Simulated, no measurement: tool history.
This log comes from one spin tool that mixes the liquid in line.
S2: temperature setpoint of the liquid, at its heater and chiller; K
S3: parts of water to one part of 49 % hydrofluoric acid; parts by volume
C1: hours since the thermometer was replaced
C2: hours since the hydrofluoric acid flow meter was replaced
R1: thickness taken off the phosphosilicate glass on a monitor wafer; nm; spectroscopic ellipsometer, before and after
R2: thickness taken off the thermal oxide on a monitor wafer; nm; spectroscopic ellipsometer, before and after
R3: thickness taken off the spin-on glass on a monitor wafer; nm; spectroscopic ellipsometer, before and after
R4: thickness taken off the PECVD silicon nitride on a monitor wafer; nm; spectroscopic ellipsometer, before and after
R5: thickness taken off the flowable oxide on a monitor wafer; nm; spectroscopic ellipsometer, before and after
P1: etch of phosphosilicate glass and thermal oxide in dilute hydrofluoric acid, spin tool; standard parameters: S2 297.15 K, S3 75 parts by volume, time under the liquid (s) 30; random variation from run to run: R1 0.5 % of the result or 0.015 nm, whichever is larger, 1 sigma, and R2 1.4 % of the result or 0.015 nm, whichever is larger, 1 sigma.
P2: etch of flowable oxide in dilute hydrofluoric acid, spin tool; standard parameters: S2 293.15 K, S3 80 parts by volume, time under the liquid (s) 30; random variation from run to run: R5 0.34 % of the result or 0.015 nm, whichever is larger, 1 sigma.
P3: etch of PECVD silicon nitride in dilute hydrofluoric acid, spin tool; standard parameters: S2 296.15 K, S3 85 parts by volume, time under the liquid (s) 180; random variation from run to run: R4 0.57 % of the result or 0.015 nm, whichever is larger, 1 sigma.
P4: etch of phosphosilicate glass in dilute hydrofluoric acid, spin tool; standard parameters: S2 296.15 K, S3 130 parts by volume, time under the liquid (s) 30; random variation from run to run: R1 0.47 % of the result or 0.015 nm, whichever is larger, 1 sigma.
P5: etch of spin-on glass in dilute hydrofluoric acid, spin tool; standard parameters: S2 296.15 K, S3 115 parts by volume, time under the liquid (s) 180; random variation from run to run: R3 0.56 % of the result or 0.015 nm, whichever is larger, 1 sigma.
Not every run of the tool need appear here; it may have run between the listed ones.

Run 1, hour 12.0: process that ran P1, S2 297.15 K, S3 75 parts by volume, time under the liquid (s) 30; C1 1376.3; C2 1564.5. Result: R1 79.874 nm, R2 1.8725 nm.
Run 2, hour 19.3: process that ran P5, S2 296.15 K, S3 35 parts by volume, time under the liquid (s) 180; C1 1383.6; C2 1571.8. Result: R3 132.990 nm.
Run 3, hour 32.2: process that ran P5, S2 296.15 K, S3 115 parts by volume, time under the liquid (s) 180; C1 1396.5; C2 1584.7. Result: R3 36.689 nm.
Run 4, hour 41.8: process that ran P5, S2 296.15 K, S3 115 parts by volume, time under the liquid (s) 335; C1 1406.1; C2 1594.3. Result: R3 68.285 nm.
Run 5, hour 53.0: process that ran P1, S2 297.15 K, S3 75 parts by volume, time under the liquid (s) 30; C1 1417.3; C2 1605.5. Result: R1 80.130 nm, R2 1.8567 nm.
Run 6, hour 66.3: process that ran P3, S2 296.15 K, S3 85 parts by volume, time under the liquid (s) 180; C1 1430.6; C2 1618.8. Result: R4 6.4408 nm.
Run 7, hour 77.4: process that ran P1, S2 297.15 K, S3 75 parts by volume, time under the liquid (s) 30; C1 1441.7; C2 1629.9. Result: R1 80.030 nm, R2 1.8785 nm.
Run 8, hour 84.7: process that ran P5, S2 290.15 K, S3 115 parts by volume, time under the liquid (s) 180; C1 1449.0; C2 1637.2. Result: R3 28.901 nm.
Run 9, hour 100.1: process that ran P2, S2 293.15 K, S3 80 parts by volume, time under the liquid (s) 15; C1 1464.4; C2 1652.6. Result: R5 8.450 nm.
Run 10, hour 113.7: process that ran P1, S2 297.15 K, S3 125 parts by volume, time under the liquid (s) 30; C1 1478.0; C2 1666.2. Result: R1 45.309 nm, R2 1.0467 nm.
Run 11, hour 124.5: process that ran P1, S2 292.65 K, S3 20 parts by volume, time under the liquid (s) 30; C1 1488.8; C2 1677.0. Result: R1 267.040 nm, R2 6.1414 nm.
Run 12, hour 136.2: process that ran P2, S2 293.15 K, S3 80 parts by volume, time under the liquid (s) 30; C1 1500.5; C2 1688.7. Result: R5 16.910 nm.
Run 13, hour 143.4: process that ran P1, S2 297.15 K, S3 75 parts by volume, time under the liquid (s) 15; C1 1507.7; C2 1695.9. Result: R1 39.565 nm, R2 0.9226 nm.
Run 14, hour 156.9: process that ran P1, S2 297.15 K, S3 75 parts by volume, time under the liquid (s) 60; C1 1521.2; C2 1709.4. Result: R1 159.280 nm, R2 3.6863 nm.
Run 15, hour 164.1: process that ran P1, S2 301.15 K, S3 75 parts by volume, time under the liquid (s) 30; C1 1528.4; C2 1716.6. Result: R1 94.004 nm, R2 2.2171 nm.
Run 16, hour 178.9: process that ran P1, S2 297.15 K, S3 75 parts by volume, time under the liquid (s) 30; C1 1543.2; C2 1731.4. Result: R1 79.697 nm, R2 1.8997 nm.
Run 17, hour 186.0: process that ran P1, S2 297.15 K, S3 75 parts by volume, time under the liquid (s) 30; C1 1550.3; C2 1738.5. Result: R1 80.320 nm, R2 1.9249 nm.
Run 18, hour 194.8: process that ran P3, S2 296.15 K, S3 85 parts by volume, time under the liquid (s) 295; C1 1559.1; C2 1747.3. Result: R4 10.6220 nm.
Run 19, hour 207.3: process that ran P3, S2 290.15 K, S3 85 parts by volume, time under the liquid (s) 180; C1 1571.6; C2 1759.8. Result: R4 4.2692 nm.
Run 20, hour 214.8: process that ran P4, S2 296.15 K, S3 130 parts by volume, time under the liquid (s) 30; C1 1579.1; C2 1767.3. Result: R1 42.115 nm.
Run 21, hour 224.7: process that ran P4, S2 296.15 K, S3 130 parts by volume, time under the liquid (s) 15; C1 1589.0; C2 1777.2. Result: R1 21.254 nm.
Run 22, hour 239.2: process that ran P2, S2 300.65 K, S3 80 parts by volume, time under the liquid (s) 30; C1 1603.5; C2 1791.7. Result: R5 22.858 nm.
Run 23, hour 253.9: process that ran P4, S2 296.15 K, S3 30 parts by volume, time under the liquid (s) 30; C1 1618.2; C2 1806.4. Result: R1 206.790 nm.
Run 24, hour 267.9: process that ran P2, S2 293.15 K, S3 80 parts by volume, time under the liquid (s) 30; C1 1632.2; C2 1820.4. Result: R5 16.804 nm.
Run 25, hour 282.0: process that ran P3, S2 296.15 K, S3 85 parts by volume, time under the liquid (s) 180; C1 1646.3; C2 1834.5. Result: R4 6.5167 nm.

What will run 26 give?
Run 26, hour 290.8: process that ran P3, S2 296.15 K, S3 20 parts by volume, time under the liquid (s) 180; C1 1655.1; C2 1843.3. Result: R4 ?.

{"run 26": {"R4": 26.574}}

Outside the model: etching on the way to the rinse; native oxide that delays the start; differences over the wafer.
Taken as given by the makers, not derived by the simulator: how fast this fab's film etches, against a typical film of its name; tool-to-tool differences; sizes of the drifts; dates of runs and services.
